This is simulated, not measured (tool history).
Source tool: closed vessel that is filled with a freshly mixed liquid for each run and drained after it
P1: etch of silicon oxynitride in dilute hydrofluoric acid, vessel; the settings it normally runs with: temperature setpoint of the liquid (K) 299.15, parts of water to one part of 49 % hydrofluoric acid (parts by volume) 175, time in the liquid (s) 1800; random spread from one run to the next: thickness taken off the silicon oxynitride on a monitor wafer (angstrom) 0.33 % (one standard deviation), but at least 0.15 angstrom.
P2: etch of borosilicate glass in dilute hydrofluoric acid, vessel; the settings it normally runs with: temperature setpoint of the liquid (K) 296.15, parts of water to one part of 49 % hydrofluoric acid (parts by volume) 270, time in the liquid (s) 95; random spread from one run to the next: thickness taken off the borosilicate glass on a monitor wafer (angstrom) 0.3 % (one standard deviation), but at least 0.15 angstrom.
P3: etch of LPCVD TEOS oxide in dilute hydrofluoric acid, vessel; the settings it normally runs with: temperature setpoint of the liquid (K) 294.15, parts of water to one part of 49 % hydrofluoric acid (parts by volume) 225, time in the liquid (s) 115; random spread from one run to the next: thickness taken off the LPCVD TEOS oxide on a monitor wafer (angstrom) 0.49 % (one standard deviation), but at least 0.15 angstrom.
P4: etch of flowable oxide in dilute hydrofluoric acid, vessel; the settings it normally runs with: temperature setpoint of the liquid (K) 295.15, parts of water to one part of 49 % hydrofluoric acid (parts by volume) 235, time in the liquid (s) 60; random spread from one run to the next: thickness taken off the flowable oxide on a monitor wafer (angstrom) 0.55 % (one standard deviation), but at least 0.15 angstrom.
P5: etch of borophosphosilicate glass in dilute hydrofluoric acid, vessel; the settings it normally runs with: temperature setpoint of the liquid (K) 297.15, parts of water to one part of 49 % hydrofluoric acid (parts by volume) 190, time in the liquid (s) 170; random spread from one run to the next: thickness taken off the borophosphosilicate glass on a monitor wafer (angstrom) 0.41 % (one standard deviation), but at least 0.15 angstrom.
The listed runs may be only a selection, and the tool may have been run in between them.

run    day  process that ran  temperature setpoint of the liquid (K)  parts of water to one part of 49 % hydrofluoric acid (parts by volume)  time in the liquid (s)  hours since the thermometer was replaced  hours since the hydrofluoric acid flow meter was replaced  thickness taken off the silicon oxynitride on a monitor wafer (angstrom)  thickness taken off the borophosphosilicate glass on a monitor wafer (angstrom)  thickness taken off the LPCVD TEOS oxide on a monitor wafer (angstrom)  thickness taken off the borosilicate glass on a monitor wafer (angstrom)  thickness taken off the flowable oxide on a monitor wafer (angstrom)
  1  0.204                P1                                  299.15                                                                     175                    1800                                     338.7                                                      551.6                                                                   186.870
  2  0.321                P1                                  299.15                                                                     300                    1800                                     341.5                                                      554.4                                                                    97.956
  3  0.538                P5                                  297.15                                                                      35                     170                                     346.7                                                      559.6                                                                                                                                                    2187.90
  4  0.792                P3                                  294.15                                                                     225                     115                                     352.8                                                      565.7                                                                                                                                                                                                                             129.28
  5  1.062                P3                                  294.15                                                                     225                     200                                     359.3                                                      572.2                                                                                                                                                                                                                             222.76
  6  1.333                P1                                  307.15                                                                     175                    1800                                     365.8                                                      578.7                                                                   260.300
  7  1.546                P1                                  293.15                                                                     175                     965                                     370.9                                                      583.8                                                                    75.746
  8  1.767                P1                                  294.15                                                                     175                    1800                                     376.2                                                      589.1                                                                   146.890
  9  1.900                P1                                  299.15                                                                     175                    3025                                     379.4                                                      592.3                                                                   311.310
 10  2.079                P2                                  296.15                                                                     270                      95                                     383.7                                                      596.6                                                                                                                                                                                                                                                                                                       89.279
 11  2.242                P1                                  299.15                                                                     315                    3050                                     387.6                                                      600.5                                                                   157.310
 12  2.504                P1                                  292.15                                                                     265                    1800                                     393.9                                                      606.8                                                                    84.007
 13  2.775                P5                                  297.15                                                                     190                     170                                     400.4                                                      613.3                                                                                                                                                     337.58
 14  2.933                P1                                  299.15                                                                     175                    1800                                     404.2                                                      617.1                                                                   184.130
 15  3.125                P3                                  294.15                                                                      85                     115                                     408.8                                                      621.7                                                                                                                                                                                                                             395.76
 16  3.308                P4                                  295.15                                                                     235                      60                                     413.2                                                      626.1                                                                                                                                                                                                                                                                                                                                                                            118.990
 17  3.446                P4                                  290.15                                                                     235                      60                                     416.5                                                      629.4                                                                                                                                                                                                                                                                                                                                                                             99.165
 18  3.654                P4                                  295.15                                                                     235                      30                                     421.5                                                      634.4                                                                                                                                                                                                                                                                                                                                                                             59.534
 19  3.888                P1                                  299.15                                                                     175                     410                                     427.1                                                      640.0                                                                    42.122
 20  4.133                P2                                  296.15                                                                     470                      95                                     433.0                                                      645.9                                                                                                                                                                                                                                                                                                       42.509
 21  4.388                P2                                  296.15                                                                     270                      95                                     439.1                                                      652.0                                                                                                                                                                                                                                                                                                       89.040
 22  4.646                P3                                  290.15                                                                     225                     115                                     445.3                                                      658.2                                                                                                                                                                                                                             108.71

For run 23, what comes out?
 23  4.812                P2                                  301.65                                                                     270                      95                                     449.3                                                      662.2                                                                                                                                                                                                                                                                                                            ?

{"run 23": {"thickness taken off the borosilicate glass on a monitor wafer (angstrom)": 108.17}}
